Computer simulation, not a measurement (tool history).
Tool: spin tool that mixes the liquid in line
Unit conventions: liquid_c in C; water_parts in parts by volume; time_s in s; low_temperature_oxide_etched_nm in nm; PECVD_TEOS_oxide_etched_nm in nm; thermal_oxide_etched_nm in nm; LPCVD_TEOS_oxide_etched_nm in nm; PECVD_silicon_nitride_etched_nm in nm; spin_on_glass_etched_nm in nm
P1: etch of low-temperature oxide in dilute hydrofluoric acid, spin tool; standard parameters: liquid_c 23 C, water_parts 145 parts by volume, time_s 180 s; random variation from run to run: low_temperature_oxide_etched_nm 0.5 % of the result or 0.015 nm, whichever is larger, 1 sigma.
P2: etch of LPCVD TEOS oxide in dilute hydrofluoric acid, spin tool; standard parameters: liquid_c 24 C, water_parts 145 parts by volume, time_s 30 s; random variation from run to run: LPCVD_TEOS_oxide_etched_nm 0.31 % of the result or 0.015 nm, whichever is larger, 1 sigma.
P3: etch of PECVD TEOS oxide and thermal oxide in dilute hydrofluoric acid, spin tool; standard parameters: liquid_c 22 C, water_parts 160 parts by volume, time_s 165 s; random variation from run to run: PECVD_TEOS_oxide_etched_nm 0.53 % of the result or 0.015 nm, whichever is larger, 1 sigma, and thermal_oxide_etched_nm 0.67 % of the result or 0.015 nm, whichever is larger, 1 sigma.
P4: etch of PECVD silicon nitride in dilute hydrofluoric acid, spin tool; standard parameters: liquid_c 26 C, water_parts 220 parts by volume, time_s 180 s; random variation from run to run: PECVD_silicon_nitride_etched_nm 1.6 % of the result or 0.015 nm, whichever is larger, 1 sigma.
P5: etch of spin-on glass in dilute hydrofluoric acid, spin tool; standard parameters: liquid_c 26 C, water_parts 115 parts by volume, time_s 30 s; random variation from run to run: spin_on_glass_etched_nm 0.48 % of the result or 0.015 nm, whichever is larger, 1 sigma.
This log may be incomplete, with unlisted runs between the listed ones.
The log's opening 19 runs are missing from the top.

run	hour	process	liquid_c	water_parts	time_s	low_temperature_oxide_etched_nm	PECVD_TEOS_oxide_etched_nm	thermal_oxide_etched_nm	LPCVD_TEOS_oxide_etched_nm	PECVD_silicon_nitride_etched_nm	spin_on_glass_etched_nm
20	194	P5	26	115	15						6.2871
21	202.3	P2	24	145	30				6.7192		
22	209.2	P5	32.5	115	30						15.861
23	216.3	P4	33	220	180					2.4121	
24	225.1	P3	22	160	275		41.851	6.9571			
25	239.9	P1	18	145	180	9.98					
26	247.6	P3	22	160	165		25.168	4.2246			
27	257.2	P1	23	145	180	12.07					
28	266.3	P3	27	160	165		30.699	4.9592			
29	277.6	P1	23	145	180	12.034					
30	286.8	P1	23	145	180	12.119					
31	300.3	P1	23	95	340	36.831					
32	313.6	P1	23	145	180	12.124					
33	321.7	P1	23	145	180	12.729					
34	332.2	P1	23	145	180	13.007					
35	342.3	P1	23	145	180	13.172					
36	348.9	P1	23	145	180	13.085					
37	357	P1	23	145	180	13.153					

Forecast run 38:
38	365.4	P1	23	145	180	?					

Run 38 yielded low_temperature_oxide_etched_nm 13.219 nm.

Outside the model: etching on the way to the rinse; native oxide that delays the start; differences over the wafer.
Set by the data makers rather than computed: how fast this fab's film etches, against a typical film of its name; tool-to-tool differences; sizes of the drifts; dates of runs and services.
